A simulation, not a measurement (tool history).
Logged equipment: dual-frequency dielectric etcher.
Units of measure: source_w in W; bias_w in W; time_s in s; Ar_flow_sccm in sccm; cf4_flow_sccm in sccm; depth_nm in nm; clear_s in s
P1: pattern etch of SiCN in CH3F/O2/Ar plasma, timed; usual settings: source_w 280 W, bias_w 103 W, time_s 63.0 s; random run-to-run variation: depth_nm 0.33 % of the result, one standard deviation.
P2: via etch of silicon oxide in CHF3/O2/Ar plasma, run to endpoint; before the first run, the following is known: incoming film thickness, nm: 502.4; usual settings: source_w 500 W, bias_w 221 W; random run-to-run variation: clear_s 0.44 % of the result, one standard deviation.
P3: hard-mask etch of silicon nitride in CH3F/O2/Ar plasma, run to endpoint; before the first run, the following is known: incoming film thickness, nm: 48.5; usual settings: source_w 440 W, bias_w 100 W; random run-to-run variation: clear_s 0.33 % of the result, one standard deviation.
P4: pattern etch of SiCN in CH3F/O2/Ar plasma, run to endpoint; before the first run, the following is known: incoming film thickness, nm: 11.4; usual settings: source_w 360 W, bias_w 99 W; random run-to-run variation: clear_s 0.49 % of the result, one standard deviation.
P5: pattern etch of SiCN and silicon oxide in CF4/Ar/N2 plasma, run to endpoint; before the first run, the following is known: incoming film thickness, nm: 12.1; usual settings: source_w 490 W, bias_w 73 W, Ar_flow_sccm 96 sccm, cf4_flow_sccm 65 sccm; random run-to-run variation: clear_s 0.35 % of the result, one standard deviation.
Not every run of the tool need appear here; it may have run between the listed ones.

run,day,process,source_w,bias_w,time_s,Ar_flow_sccm,cf4_flow_sccm,hours since the last wet clean,hours since the last source power generator calibration,hours since the last bias power generator calibration,depth_nm,clear_s
1,0.338,P1,280,103,63.0,,,69.5,2760.6,315.8,23.644,
2,0.612,P1,280,80,63.0,,,76.1,2767.2,322.4,21.350,
3,0.925,P1,280,103,63.0,,,83.6,2774.7,329.9,23.578,
4,1.217,P2,380,221,,,,90.6,2781.7,336.9,,280.490
5,1.542,P1,170,103,47.0,,,98.4,2789.5,344.7,14.637,
6,1.742,P4,440,99,,,,103.2,2794.3,349.5,,26.452
7,2.062,P5,490,73,,96,89,110.9,2802.0,357.2,,12.215
8,2.404,P1,280,103,63.0,,,119.1,2810.2,365.4,23.647,
9,2.612,P5,490,73,,96,65,124.1,2815.2,370.4,,12.872
10,2.875,P3,330,100,,,,130.4,2821.5,376.7,,67.133
11,3.092,P1,280,103,63.0,,,135.6,2826.7,381.9,23.507,
# day 3.142: bias power generator calibrated
12,3.350,P4,360,61,,,,141.8,2832.9,5.1,,33.829
13,3.608,P5,380,73,,96,65,148.0,2839.1,11.3,,16.082
14,3.921,P1,400,103,63.0,,,155.5,2846.6,18.8,26.704,
15,4.108,P1,200,103,63.0,,,160.0,2851.1,23.3,20.798,
16,4.308,P1,280,128,63.0,,,164.8,2855.9,28.1,25.661,
17,4.604,P2,500,221,,,,171.9,2863.0,35.2,,252.440
18,4.900,P3,440,135,,,,179.0,2870.1,42.3,,53.848
# day 5.179: source power generator calibrated
19,5.183,P3,440,100,,,,185.8,0.1,49.1,,60.102
20,5.383,P5,490,73,,96,65,190.6,4.9,53.9,,12.840
21,5.600,P2,500,221,,,,195.8,10.1,59.1,,254.060
22,5.783,P5,490,100,,96,65,200.2,14.5,63.5,,11.595
23,6.083,P1,280,103,36.5,,,207.4,21.7,70.7,13.632,
24,6.396,P1,280,103,80.5,,,214.9,29.2,78.2,30.043,
25,6.612,P2,500,170,,,,220.1,34.4,83.4,,275.810
26,6.800,P4,360,99,,,,224.6,38.9,87.9,,28.419
27,7.017,P1,350,68,63.0,,,229.8,44.1,93.1,21.854,
28,7.354,P5,490,73,,67,65,237.9,52.2,101.2,,12.195
29,7.662,P1,280,103,63.0,,,245.3,59.6,108.6,23.447,
30,7.917,P1,280,103,63.0,,,251.4,65.7,114.7,23.582,
31,8.075,P1,280,103,63.0,,,255.2,69.5,118.5,23.626,
32,8.246,P1,280,103,63.0,,,259.3,73.6,122.6,23.839,
33,8.475,P1,280,103,63.0,,,264.8,79.1,128.1,23.725,
34,8.788,P1,280,103,63.0,,,272.3,86.6,135.6,23.827,
# day 9.071: wet clean of the chamber
35,9.092,P1,280,103,63.0,,,0.5,93.9,142.9,24.062,
36,9.392,P1,280,103,63.0,,,7.7,101.1,150.1,23.998,
37,9.667,P1,280,103,63.0,,,14.3,107.7,156.7,24.037,
38,10.000,P1,280,103,63.0,,,22.3,115.7,164.7,24.019,

What P1 gives has crept off from where it sat before. The 2 causes that follow fit the log equally well, each at the size noted:
A: source power that arrives over what is set, % = 4.83
B: bias power that arrives over what is set, % = 4.54
The creep began at about day 7.917.
Every other cause this tool's parts could produce, and why it does not fit the log:
chamber walls in a state that raises the etch rate, %: was serviced at day 9.071, once the creep was under way, yet the earlier output never came back

Question marks stand in for the results of the 4 check runs listed below, each run on one wafer. Under which run would the listed causes show clearly different results?
check 1,10.333,P3,440,118,,,,,,,,?
check 2,10.333,P2,410,221,,,,,,,,?
check 3,10.333,P5,380,73,,96,83,,,,,?
check 4,10.333,P4,360,67,,,,,,,,?

If the cause were each of the candidates in turn, the checks would give the following:
check,result,if A,if B
check 1,clear_s,55.919,55.958
check 2,clear_s,267.200,267.670
check 3,clear_s,14.907,15.313
check 4,clear_s,32.138,32.207
Minimum pairwise separation of causes per check, each pair taken at its best-separating result: check 1 0.07 %; check 2 0.18 %; check 3 2.69 %; check 4 0.21 %
Of the check runs offered, only check 3 discriminates between the causes; the rest would read about the same regardless of which cause applies.

After running check 3, the following was obtained: clear_s 14.861 s. Which cause does this point to?

Of the candidate causes, it is A: source power that arrives over what is set, %.
